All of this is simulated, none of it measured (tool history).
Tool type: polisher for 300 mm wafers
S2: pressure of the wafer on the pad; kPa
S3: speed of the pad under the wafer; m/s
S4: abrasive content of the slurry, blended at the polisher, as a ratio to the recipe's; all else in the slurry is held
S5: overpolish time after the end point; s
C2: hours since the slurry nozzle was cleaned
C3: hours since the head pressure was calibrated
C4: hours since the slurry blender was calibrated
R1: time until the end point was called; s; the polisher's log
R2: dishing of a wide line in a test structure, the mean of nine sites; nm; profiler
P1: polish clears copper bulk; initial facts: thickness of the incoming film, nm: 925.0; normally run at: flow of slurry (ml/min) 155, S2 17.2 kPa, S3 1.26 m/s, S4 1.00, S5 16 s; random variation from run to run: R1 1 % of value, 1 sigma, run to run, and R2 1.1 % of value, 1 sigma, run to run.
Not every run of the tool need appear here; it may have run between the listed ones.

run 1 hour=11.5 | flow_of_slurry_(ml/min)=155 S2=17.2 S3=1.26 S4=1.00 S5=16 | wafers_polished_on_this_pad=179 C2=374.0 C3=571.3 C4=56.0 | R1=76.741 R2=77.775
run 2 hour=18.8 | flow_of_slurry_(ml/min)=155 S2=17.2 S3=0.62 S4=1.00 S5=16 | wafers_polished_on_this_pad=228 C2=381.3 C3=578.6 C4=63.3 | R1=157.050 R2=52.281
run 3 hour=29.6 | flow_of_slurry_(ml/min)=155 S2=17.2 S3=1.26 S4=1.00 S5=16 | wafers_polished_on_this_pad=300 C2=392.1 C3=589.4 C4=74.1 | R1=77.951 R2=77.653
run 4 hour=36.3 | flow_of_slurry_(ml/min)=155 S2=17.2 S3=1.26 S4=1.00 S5=16 | wafers_polished_on_this_pad=345 C2=398.8 C3=596.1 C4=80.8 | R1=77.770 R2=77.040
-- hour=40.0 slurry nozzle cleaned
run 5 hour=45.3 | flow_of_slurry_(ml/min)=155 S2=7.6 S3=1.26 S4=1.00 S5=16 | wafers_polished_on_this_pad=405 C2=5.4 C3=605.1 C4=89.8 | R1=176.590 R2=42.165
run 6 hour=50.5 | flow_of_slurry_(ml/min)=155 S2=17.2 S3=1.26 S4=1.00 S5=16 | wafers_polished_on_this_pad=440 C2=10.6 C3=610.3 C4=95.0 | R1=76.747 R2=76.850
run 7 hour=60.6 | flow_of_slurry_(ml/min)=155 S2=17.2 S3=1.26 S4=0.65 S5=16 | wafers_polished_on_this_pad=507 C2=20.7 C3=620.4 C4=105.1 | R1=83.662 R2=72.976
run 8 hour=68.8 | flow_of_slurry_(ml/min)=155 S2=26.2 S3=1.26 S4=1.00 S5=16 | wafers_polished_on_this_pad=562 C2=28.9 C3=628.6 C4=113.3 | R1=50.602 R2=98.806
run 9 hour=73.8 | flow_of_slurry_(ml/min)=95 S2=17.2 S3=1.26 S4=1.00 S5=16 | wafers_polished_on_this_pad=596 C2=33.9 C3=633.6 C4=118.3 | R1=85.032 R2=73.223
run 10 hour=82.0 | flow_of_slurry_(ml/min)=155 S2=13.1 S3=1.26 S4=1.00 S5=25 | wafers_polished_on_this_pad=651 C2=42.1 C3=641.8 C4=126.5 | R1=101.860 R2=75.922
run 11 hour=87.3 | flow_of_slurry_(ml/min)=155 S2=17.2 S3=1.92 S4=1.00 S5=16 | wafers_polished_on_this_pad=686 C2=47.4 C3=647.1 C4=131.8 | R1=50.029 R2=87.668
run 12 hour=95.9 | flow_of_slurry_(ml/min)=155 S2=13.1 S3=1.26 S4=0.70 S5=16 | wafers_polished_on_this_pad=744 C2=56.0 C3=655.7 C4=140.4 | R1=108.610 R2=62.182
run 13 hour=106.4 | flow_of_slurry_(ml/min)=155 S2=17.2 S3=1.26 S4=1.00 S5=8 | wafers_polished_on_this_pad=814 C2=66.5 C3=666.2 C4=150.9 | R1=77.560 R2=53.119
run 14 hour=117.4 | flow_of_slurry_(ml/min)=210 S2=17.2 S3=1.26 S4=1.00 S5=16 | wafers_polished_on_this_pad=888 C2=77.5 C3=677.2 C4=161.9 | R1=74.264 R2=77.975
run 15 hour=127.4 | flow_of_slurry_(ml/min)=155 S2=17.2 S3=1.26 S4=1.00 S5=16 | wafers_polished_on_this_pad=955 C2=87.5 C3=687.2 C4=171.9 | R1=77.228 R2=75.483
run 16 hour=135.8 | flow_of_slurry_(ml/min)=155 S2=17.2 S3=1.26 S4=1.45 S5=16 | wafers_polished_on_this_pad=1011 C2=95.9 C3=695.6 C4=180.3 | R1=71.876 R2=81.377
run 17 hour=144.2 | flow_of_slurry_(ml/min)=155 S2=17.2 S3=1.26 S4=1.00 S5=32 | wafers_polished_on_this_pad=1067 C2=104.3 C3=704.0 C4=188.7 | R1=77.176 R2=92.634
run 18 hour=154.6 | flow_of_slurry_(ml/min)=155 S2=17.2 S3=1.26 S4=1.00 S5=16 | wafers_polished_on_this_pad=1137 C2=114.7 C3=714.4 C4=199.1 | R1=75.471 R2=76.232
run 19 hour=159.7 | flow_of_slurry_(ml/min)=155 S2=17.2 S3=1.26 S4=1.00 S5=16 | wafers_polished_on_this_pad=1171 C2=119.8 C3=719.5 C4=204.2 | R1=78.361 R2=76.005
run 20 hour=165.4 | flow_of_slurry_(ml/min)=155 S2=17.2 S3=1.26 S4=1.00 S5=16 | wafers_polished_on_this_pad=1209 C2=125.5 C3=725.2 C4=209.9 | R1=81.578 R2=75.531
run 21 hour=175.5 | flow_of_slurry_(ml/min)=155 S2=17.2 S3=1.26 S4=1.00 S5=16 | wafers_polished_on_this_pad=1277 C2=135.6 C3=735.3 C4=220.0 | R1=81.246 R2=73.455
-- hour=185.8 head pressure recalibrated
run 22 hour=186.4 | flow_of_slurry_(ml/min)=155 S2=17.2 S3=1.26 S4=1.00 S5=16 | wafers_polished_on_this_pad=1350 C2=146.5 C3=0.6 C4=230.9 | R1=83.487 R2=72.584
run 23 hour=197.0 | flow_of_slurry_(ml/min)=155 S2=17.2 S3=1.26 S4=1.00 S5=16 | wafers_polished_on_this_pad=1421 C2=157.1 C3=11.2 C4=241.5 | R1=84.106 R2=73.433
-- hour=201.3 slurry blender recalibrated
run 24 hour=204.9 | flow_of_slurry_(ml/min)=155 S2=17.2 S3=1.26 S4=1.00 S5=16 | wafers_polished_on_this_pad=1474 C2=165.0 C3=19.1 C4=3.7 | R1=84.249 R2=74.377
run 25 hour=212.1 | flow_of_slurry_(ml/min)=155 S2=17.2 S3=1.26 S4=1.00 S5=16 | wafers_polished_on_this_pad=1522 C2=172.2 C3=26.3 C4=10.9 | R1=84.897 R2=74.422
run 26 hour=219.7 | flow_of_slurry_(ml/min)=155 S2=17.2 S3=1.26 S4=1.00 S5=16 | wafers_polished_on_this_pad=1573 C2=179.8 C3=33.9 C4=18.5 | R1=83.173 R2=74.412
run 27 hour=229.8 | flow_of_slurry_(ml/min)=155 S2=17.2 S3=1.26 S4=1.00 S5=16 | wafers_polished_on_this_pad=1640 C2=189.9 C3=44.0 C4=28.6 | R1=86.306 R2=73.586

P1 has crept away from where it was. The log is fitted equally well by each of these 2 causes, at the sizes shown:
A: slurry flow missing at the pad, % = 36.9
B: removal rate lost through wear of the pad, % = 9.16
The gradual shift began around hour 154.6.
The rest of the possible causes, and what rules out each one:
head's pressure below its setpoint, %: serviced at hour 185.8, after the change had begun; the process did not return to its earlier output
abrasive missing from the slurry, %: serviced at hour 201.3, after the change had begun; the process did not return to its earlier output

Consider the 4 check runs below, whose results appear as question marks and each of which averages 2 wafers. Which one distinguishes the causes, in that each cause would give it a clearly different result?
run check 1 hour=239.9 | flow_of_slurry_(ml/min)=155 S2=17.2 S3=1.90 S4=1.30 S5=16 | R1=? R2=?
run check 2 hour=239.9 | flow_of_slurry_(ml/min)=155 S2=23.4 S3=1.26 S4=1.40 S5=16 | R1=? R2=?
run check 3 hour=239.9 | flow_of_slurry_(ml/min)=95 S2=17.2 S3=1.58 S4=1.00 S5=16 | R1=? R2=?
run check 4 hour=239.9 | flow_of_slurry_(ml/min)=155 S2=17.2 S3=0.66 S4=1.00 S5=26 | R1=? R2=?

If the cause were each of the candidates in turn, the checks would give the following:
check=check_1 result=R1 if_A=53.289 if_B=53.285
check=check_1 result=R2 if_A=87.264 if_B=87.266
check=check_2 result=R1 if_A=58.123 if_B=58.118
check=check_2 result=R2 if_A=91.665 if_B=91.667
check=check_3 result=R1 if_A=79.221 if_B=75.252
check=check_3 result=R2 if_A=76.105 if_B=77.749
check=check_4 result=R1 if_A=162.420 if_B=162.410
check=check_4 result=R2 if_A=68.199 if_B=68.202
Separation of the two closest causes in each check, using whichever result separates them best: check 1 0.01 %; check 2 0.01 %; check 3 5.14 %; check 4 0.01 %
Check 3 distinguishes between the causes, while the remaining checks would return nearly the same result for all of them.

After running check 3, the following was obtained: R1 74.655 s; R2 77.557 nm. Which cause does this point to?

The cause is B: removal rate lost through wear of the pad, %.

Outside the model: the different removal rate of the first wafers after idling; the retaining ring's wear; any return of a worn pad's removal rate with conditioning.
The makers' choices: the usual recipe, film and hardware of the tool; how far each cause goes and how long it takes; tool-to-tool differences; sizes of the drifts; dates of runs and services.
